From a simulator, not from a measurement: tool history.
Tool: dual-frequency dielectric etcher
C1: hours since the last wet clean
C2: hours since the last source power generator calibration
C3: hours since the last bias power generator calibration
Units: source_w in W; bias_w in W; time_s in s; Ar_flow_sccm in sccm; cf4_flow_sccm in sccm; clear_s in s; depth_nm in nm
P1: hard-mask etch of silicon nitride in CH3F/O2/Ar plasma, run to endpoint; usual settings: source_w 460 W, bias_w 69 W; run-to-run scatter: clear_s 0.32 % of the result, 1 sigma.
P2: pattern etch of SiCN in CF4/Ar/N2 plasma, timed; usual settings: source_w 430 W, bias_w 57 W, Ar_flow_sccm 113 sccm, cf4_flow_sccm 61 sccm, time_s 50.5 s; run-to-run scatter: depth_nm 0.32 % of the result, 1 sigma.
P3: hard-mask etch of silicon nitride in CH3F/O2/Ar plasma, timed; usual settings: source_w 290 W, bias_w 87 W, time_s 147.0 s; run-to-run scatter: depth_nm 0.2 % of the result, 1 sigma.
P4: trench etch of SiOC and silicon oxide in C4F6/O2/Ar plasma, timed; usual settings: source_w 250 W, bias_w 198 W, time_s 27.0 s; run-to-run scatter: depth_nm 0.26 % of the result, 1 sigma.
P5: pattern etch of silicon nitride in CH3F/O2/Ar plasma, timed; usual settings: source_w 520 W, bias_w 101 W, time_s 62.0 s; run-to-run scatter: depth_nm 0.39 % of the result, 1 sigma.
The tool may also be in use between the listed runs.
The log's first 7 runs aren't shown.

run 8 hour=101.7 | process=P4 source_w=250 bias_w=198 time_s=27.0 | C1=167.6 C2=1363.4 C3=1445.8 | depth_nm=46.346
run 9 hour=113.0 | process=P1 source_w=290 bias_w=69 | C1=178.9 C2=1374.7 C3=1457.1 | clear_s=90.875
run 10 hour=129.0 | process=P1 source_w=460 bias_w=43 | C1=194.9 C2=1390.7 C3=1473.1 | clear_s=88.571
run 11 hour=144.8 | process=P4 source_w=250 bias_w=198 time_s=27.0 | C1=210.7 C2=1406.5 C3=1488.9 | depth_nm=46.094
run 12 hour=160.6 | process=P1 source_w=460 bias_w=89 | C1=226.5 C2=1422.3 C3=1504.7 | clear_s=70.144
run 13 hour=174.4 | process=P2 source_w=430 bias_w=57 time_s=50.5 Ar_flow_sccm=113 cf4_flow_sccm=61 | C1=240.3 C2=1436.1 C3=1518.5 | depth_nm=37.032
run 14 hour=189.3 | process=P1 source_w=460 bias_w=69 | C1=255.2 C2=1451.0 C3=1533.4 | clear_s=76.311
run 15 hour=205.4 | process=P4 source_w=250 bias_w=245 time_s=27.0 | C1=271.3 C2=1467.1 C3=1549.5 | depth_nm=49.552
run 16 hour=222.2 | process=P2 source_w=430 bias_w=57 time_s=50.5 Ar_flow_sccm=67 cf4_flow_sccm=61 | C1=288.1 C2=1483.9 C3=1566.3 | depth_nm=40.247
run 17 hour=231.7 | process=P3 source_w=290 bias_w=87 time_s=147.0 | C1=297.6 C2=1493.4 C3=1575.8 | depth_nm=98.451
run 18 hour=244.1 | process=P1 source_w=460 bias_w=69 | C1=310.0 C2=1505.8 C3=1588.2 | clear_s=76.226
run 19 hour=259.9 | process=P1 source_w=630 bias_w=50 | C1=325.8 C2=1521.6 C3=1604.0 | clear_s=75.135
run 20 hour=270.4 | process=P1 source_w=460 bias_w=69 | C1=336.3 C2=1532.1 C3=1614.5 | clear_s=76.564
run 21 hour=283.2 | process=P2 source_w=430 bias_w=57 time_s=50.5 Ar_flow_sccm=113 cf4_flow_sccm=37 | C1=349.1 C2=1544.9 C3=1627.3 | depth_nm=33.939
run 22 hour=291.7 | process=P5 source_w=520 bias_w=101 time_s=62.0 | C1=357.6 C2=1553.4 C3=1635.8 | depth_nm=54.679
run 23 hour=300.5 | process=P1 source_w=370 bias_w=87 | C1=366.4 C2=1562.2 C3=1644.6 | clear_s=76.328
run 24 hour=313.5 | process=P5 source_w=520 bias_w=129 time_s=62.0 | C1=379.4 C2=1575.2 C3=1657.6 | depth_nm=59.543
run 25 hour=323.9 | process=P2 source_w=430 bias_w=57 time_s=32.5 Ar_flow_sccm=113 cf4_flow_sccm=61 | C1=389.8 C2=1585.6 C3=1668.0 | depth_nm=24.016
run 26 hour=336.3 | process=P2 source_w=330 bias_w=57 time_s=50.5 Ar_flow_sccm=113 cf4_flow_sccm=61 | C1=402.2 C2=1598.0 C3=1680.4 | depth_nm=29.471
run 27 hour=352.3 | process=P1 source_w=460 bias_w=69 | C1=418.2 C2=1614.0 C3=1696.4 | clear_s=76.633
run 28 hour=369.9 | process=P1 source_w=380 bias_w=43 | C1=435.8 C2=1631.6 C3=1714.0 | clear_s=96.010
run 29 hour=386.1 | process=P4 source_w=250 bias_w=198 time_s=16.0 | C1=452.0 C2=1647.8 C3=1730.2 | depth_nm=27.376
run 30 hour=397.9 | process=P2 source_w=430 bias_w=79 time_s=50.5 Ar_flow_sccm=113 cf4_flow_sccm=61 | C1=463.8 C2=1659.6 C3=1742.0 | depth_nm=42.041
run 31 hour=409.1 | process=P5 source_w=420 bias_w=101 time_s=62.0 | C1=475.0 C2=1670.8 C3=1753.2 | depth_nm=50.202
run 32 hour=417.4 | process=P1 source_w=460 bias_w=69 | C1=483.3 C2=1679.1 C3=1761.5 | clear_s=76.814

Forecast run 33:
run 33 hour=434.6 | process=P1 source_w=460 bias_w=69 | C1=500.5 C2=1696.3 C3=1778.7 | clear_s=?

{"run 33": {"clear_s": 75.998}}
